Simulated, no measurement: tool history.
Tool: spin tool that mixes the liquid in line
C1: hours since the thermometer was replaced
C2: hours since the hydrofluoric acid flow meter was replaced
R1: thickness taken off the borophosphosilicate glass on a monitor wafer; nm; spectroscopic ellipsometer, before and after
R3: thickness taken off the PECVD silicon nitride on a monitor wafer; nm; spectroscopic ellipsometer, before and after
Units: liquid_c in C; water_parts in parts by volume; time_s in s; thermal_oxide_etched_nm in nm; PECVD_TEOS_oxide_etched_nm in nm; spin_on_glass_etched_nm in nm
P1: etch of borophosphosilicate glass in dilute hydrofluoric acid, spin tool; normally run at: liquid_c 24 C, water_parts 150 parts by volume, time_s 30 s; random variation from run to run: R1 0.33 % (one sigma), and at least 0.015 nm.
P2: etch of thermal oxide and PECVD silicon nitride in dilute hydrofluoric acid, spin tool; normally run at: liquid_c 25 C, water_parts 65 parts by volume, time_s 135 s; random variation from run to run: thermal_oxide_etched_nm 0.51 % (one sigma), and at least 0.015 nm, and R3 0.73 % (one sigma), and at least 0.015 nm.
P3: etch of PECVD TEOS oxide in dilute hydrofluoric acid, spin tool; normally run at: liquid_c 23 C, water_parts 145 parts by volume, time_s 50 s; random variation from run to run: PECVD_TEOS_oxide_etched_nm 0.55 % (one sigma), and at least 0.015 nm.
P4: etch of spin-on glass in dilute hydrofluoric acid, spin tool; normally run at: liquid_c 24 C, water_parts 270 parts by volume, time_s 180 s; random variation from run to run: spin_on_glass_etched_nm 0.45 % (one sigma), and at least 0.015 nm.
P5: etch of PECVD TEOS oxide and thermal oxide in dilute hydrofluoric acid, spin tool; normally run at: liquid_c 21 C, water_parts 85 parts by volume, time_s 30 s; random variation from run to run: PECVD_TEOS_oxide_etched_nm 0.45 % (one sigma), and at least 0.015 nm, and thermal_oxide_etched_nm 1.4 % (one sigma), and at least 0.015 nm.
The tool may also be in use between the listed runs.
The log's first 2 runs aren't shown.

run 3 hour=11.5 | process=P2 liquid_c=25 water_parts=65 time_s=135 | C1=1943.8 C2=666.4 | thermal_oxide_etched_nm=9.8586 R3=3.7398
run 4 hour=16 | process=P1 liquid_c=24 water_parts=65 time_s=30 | C1=1948.3 C2=670.9 | R1=27.312
run 5 hour=19.1 | process=P5 liquid_c=25 water_parts=85 time_s=30 | C1=1951.4 C2=674 | thermal_oxide_etched_nm=1.8383 PECVD_TEOS_oxide_etched_nm=5.6545
run 6 hour=21.9 | process=P1 liquid_c=24 water_parts=150 time_s=30 | C1=1954.2 C2=676.8 | R1=10.633
run 7 hour=25.7 | process=P4 liquid_c=24 water_parts=385 time_s=180 | C1=1958 C2=680.6 | spin_on_glass_etched_nm=9.015
run 8 hour=30.7 | process=P5 liquid_c=21 water_parts=85 time_s=60 | C1=1963 C2=685.6 | thermal_oxide_etched_nm=3.0603 PECVD_TEOS_oxide_etched_nm=9.6277
run 9 hour=35.1 | process=P1 liquid_c=24 water_parts=230 time_s=60 | C1=1967.4 C2=690 | R1=12.709
run 10 hour=39.5 | process=P1 liquid_c=24 water_parts=150 time_s=15 | C1=1971.8 C2=694.4 | R1=5.3221
run 11 hour=42.8 | process=P3 liquid_c=23 water_parts=145 time_s=25 | C1=1975.1 C2=697.7 | PECVD_TEOS_oxide_etched_nm=2.1086
run 12 hour=46.3 | process=P2 liquid_c=25 water_parts=65 time_s=205 | C1=1978.6 C2=701.2 | thermal_oxide_etched_nm=15.152 R3=5.6763
run 13 hour=49.5 | process=P5 liquid_c=21 water_parts=45 time_s=30 | C1=1981.8 C2=704.4 | thermal_oxide_etched_nm=3.0846 PECVD_TEOS_oxide_etched_nm=9.4763
run 14 hour=52.4 | process=P3 liquid_c=23 water_parts=145 time_s=50 | C1=1984.7 C2=707.3 | PECVD_TEOS_oxide_etched_nm=4.151
run 15 hour=57.5 | process=P4 liquid_c=29.5 water_parts=270 time_s=180 | C1=1989.8 C2=712.4 | spin_on_glass_etched_nm=17.265
run 16 hour=60 | process=P1 liquid_c=24 water_parts=150 time_s=30 | C1=1992.3 C2=714.9 | R1=10.674
run 17 hour=64.1 | process=P2 liquid_c=25 water_parts=95 time_s=135 | C1=1996.4 C2=719 | thermal_oxide_etched_nm=6.529 R3=2.5864
run 18 hour=68.2 | process=P1 liquid_c=24 water_parts=150 time_s=30 | C1=2000.5 C2=723.1 | R1=10.619
run 19 hour=73.2 | process=P1 liquid_c=30.5 water_parts=150 time_s=30 | C1=2005.5 C2=728.1 | R1=13.588
run 20 hour=76.5 | process=P1 liquid_c=24 water_parts=150 time_s=50 | C1=2008.8 C2=731.4 | R1=17.783
run 21 hour=81.4 | process=P1 liquid_c=24 water_parts=150 time_s=30 | C1=2013.7 C2=736.3 | R1=10.613

Run 22 comes next. What will it give?
run 22 hour=84.3 | process=P3 liquid_c=30 water_parts=145 time_s=50 | C1=2016.6 C2=739.2 | PECVD_TEOS_oxide_etched_nm=?

PECVD_TEOS_oxide_etched_nm: 5.4666 nm

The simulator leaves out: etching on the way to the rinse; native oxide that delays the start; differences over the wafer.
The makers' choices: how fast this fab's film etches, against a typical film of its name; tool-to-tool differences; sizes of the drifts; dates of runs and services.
